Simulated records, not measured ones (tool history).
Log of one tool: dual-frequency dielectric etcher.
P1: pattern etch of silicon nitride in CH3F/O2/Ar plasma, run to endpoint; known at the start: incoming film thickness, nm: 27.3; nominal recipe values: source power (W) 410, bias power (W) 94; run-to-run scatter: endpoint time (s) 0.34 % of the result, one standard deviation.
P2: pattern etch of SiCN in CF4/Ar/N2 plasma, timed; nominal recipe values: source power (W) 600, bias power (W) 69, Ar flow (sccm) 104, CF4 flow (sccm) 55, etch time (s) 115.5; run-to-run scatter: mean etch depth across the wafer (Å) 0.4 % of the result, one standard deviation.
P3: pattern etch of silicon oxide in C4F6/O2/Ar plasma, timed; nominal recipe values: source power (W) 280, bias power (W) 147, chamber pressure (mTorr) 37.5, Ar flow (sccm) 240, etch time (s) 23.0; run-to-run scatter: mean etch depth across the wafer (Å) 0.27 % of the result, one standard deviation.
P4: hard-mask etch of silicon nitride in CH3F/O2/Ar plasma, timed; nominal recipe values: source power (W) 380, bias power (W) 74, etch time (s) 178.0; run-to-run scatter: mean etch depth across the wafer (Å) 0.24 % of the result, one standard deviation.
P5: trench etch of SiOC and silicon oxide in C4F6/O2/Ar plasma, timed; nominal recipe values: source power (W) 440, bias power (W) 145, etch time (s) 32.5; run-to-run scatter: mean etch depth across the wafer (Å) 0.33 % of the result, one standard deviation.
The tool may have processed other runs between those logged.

run	day	process that ran	source power (W)	bias power (W)	etch time (s)	chamber pressure (mTorr)	Ar flow (sccm)	CF4 flow (sccm)	hours since the last wet clean	hours since the last source power generator calibration	hours since the last bias power generator calibration	endpoint time (s)	mean etch depth across the wafer (Å)
1	0.229	P1	410	94					88.4	869.4	2308.6	35.028	
2	0.367	P1	300	132					91.7	872.7	2311.9	34.693	
3	0.483	P5	440	145	32.5				94.5	875.5	2314.7		618.66
4	0.621	P3	280	147	23.0	37.5	240		97.8	878.8	2318.0		575.55
5	0.808	P1	490	110					102.3	883.3	2322.5	30.874	
6	0.962	P2	600	69	115.5		104	55	106.0	887.0	2326.2		1221.50
7	1.146	P2	450	69	115.5		104	55	110.4	891.4	2330.6		958.16
8	1.321	P1	410	94					114.6	895.6	2334.8	35.030	
9	1.471	P5	440	145	47.5				118.2	899.2	2338.4		903.49
10	1.704	P1	410	94					123.8	904.8	2344.0	35.159	
11	1.925	P3	280	147	23.0	37.5	297		129.1	910.1	2349.3		565.12
12	2.112	P4	380	74	260.0				133.6	914.6	2353.8		1781.80
13	2.262	P2	600	69	115.5		104	55	137.2	918.2	2357.4		1218.30
14	2.517	P2	600	69	161.5		104	55	143.3	924.3	2363.5		1708.50
15	2.742	P2	600	69	115.5		104	42	148.7	929.7	2368.9		1173.50
16	2.892	P1	410	94					152.3	933.3	2372.5	35.330	
17	3.142	P5	440	145	32.5				158.3	939.3	2378.5		614.87
18	3.379	P3	280	202	23.0	37.5	240		164.0	945.0	2384.2		639.24
19	3.621	P3	280	147	12.5	37.5	240		169.8	950.8	2390.0		312.11
20	3.854	P4	220	74	178.0				175.4	956.4	2395.6		988.74
21	4.000	P3	170	147	23.0	37.5	240		178.9	959.9	2399.1		475.53
22	4.196	P2	600	47	115.5		104	55	183.6	964.6	2403.8		1083.80
23	4.421	P1	410	131					189.0	970.0	2409.2	31.022	
24	4.588	P5	300	145	32.5				193.0	974.0	2413.2		531.15
25	4.721	P4	380	74	178.0				196.2	977.2	2416.4		1215.00
26	4.921	P1	510	94					201.0	982.0	2421.2	32.381	
27	5.054	P2	600	69	115.5		73	55	204.2	985.2	2424.4		1304.30
28	5.258	P1	480	68					209.1	990.1	2429.3	36.997	
29	5.508	P1	280	94					215.1	996.1	2435.3	40.640	
# day 5.650: source power generator calibrated
30	5.679	P1	410	94					219.2	0.7	2439.4	35.155	
31	5.821	P3	280	147	23.0	45.0	240		222.6	4.1	2442.8		564.57
32	6.058	P3	280	147	23.0	37.5	240		228.3	9.8	2448.5		576.16
33	6.208	P5	440	102	32.5				231.9	13.4	2452.1		558.32
34	6.462	P4	380	59	178.0				238.0	19.5	2458.2		1131.20
35	6.625	P1	410	69					241.9	23.4	2462.1	39.163	
36	6.842	P1	410	94					247.1	28.6	2467.3	35.054	
37	6.975	P1	410	94					250.3	31.8	2470.5	35.179	
38	7.129	P1	410	94					254.0	35.5	2474.2	35.129	
39	7.338	P1	410	94					259.0	40.5	2479.2	35.486	
40	7.529	P1	410	94					263.6	45.1	2483.8	35.492	
41	7.788	P1	410	94					269.8	51.3	2490.0	35.838	
# day 7.908: wet clean of the chamber
42	7.908	P1	410	94					0.0	54.2	2492.9	35.485	
43	8.029	P1	410	94					2.9	57.1	2495.8	35.707	
44	8.254	P1	410	94					8.3	62.5	2501.2	35.610	
45	8.417	P1	410	94					12.2	66.4	2505.1	35.731	

The log shows P1 creeping away from where it was. Any of the 2 causes listed here, at the size stated for it, fits the log just as well as the others:
A: bias power that arrives under what is set, % = 4.66
B: source power that arrives under what is set, % = 4.5
The onset of the drift is placed at about day 6.842.
All other causes, with the reason each is excluded:
chamber walls in a state that lowers the etch rate, %: its service at day 7.908 followed the start of the drift and did not put the process back to its old value

The 4 check runs listed below each average the results of 2 wafers, and their outcomes are marked with question marks. Under which run would the listed causes produce clearly different results?
check 1	8.579	P2	600	69	115.5		104	55					?
check 2	8.579	P5	440	145	32.5								?
check 3	8.579	P3	280	147	23.0	37.5	240						?
check 4	8.579	P4	380	74	178.0								?

Predicted outcomes, by check and by cause:
check	result	if A	if B
check 1	mean etch depth across the wafer (Å)	1204.00	1175.90
check 2	mean etch depth across the wafer (Å)	609.39	606.95
check 3	mean etch depth across the wafer (Å)	568.78	566.92
check 4	mean etch depth across the wafer (Å)	1198.90	1197.80
Distance between the nearest two causes, measured in the result of the check that separates them most: check 1 2.36 %; check 2 0.4 %; check 3 0.33 %; check 4 0.09 %
Check 1 distinguishes between the causes, while the remaining checks would return nearly the same result for all of them.

Check 1 was then run and gave: mean etch depth across the wafer (Å) 1172.70. Which cause is it?

Of the candidate causes, it is B: source power that arrives under what is set, %.
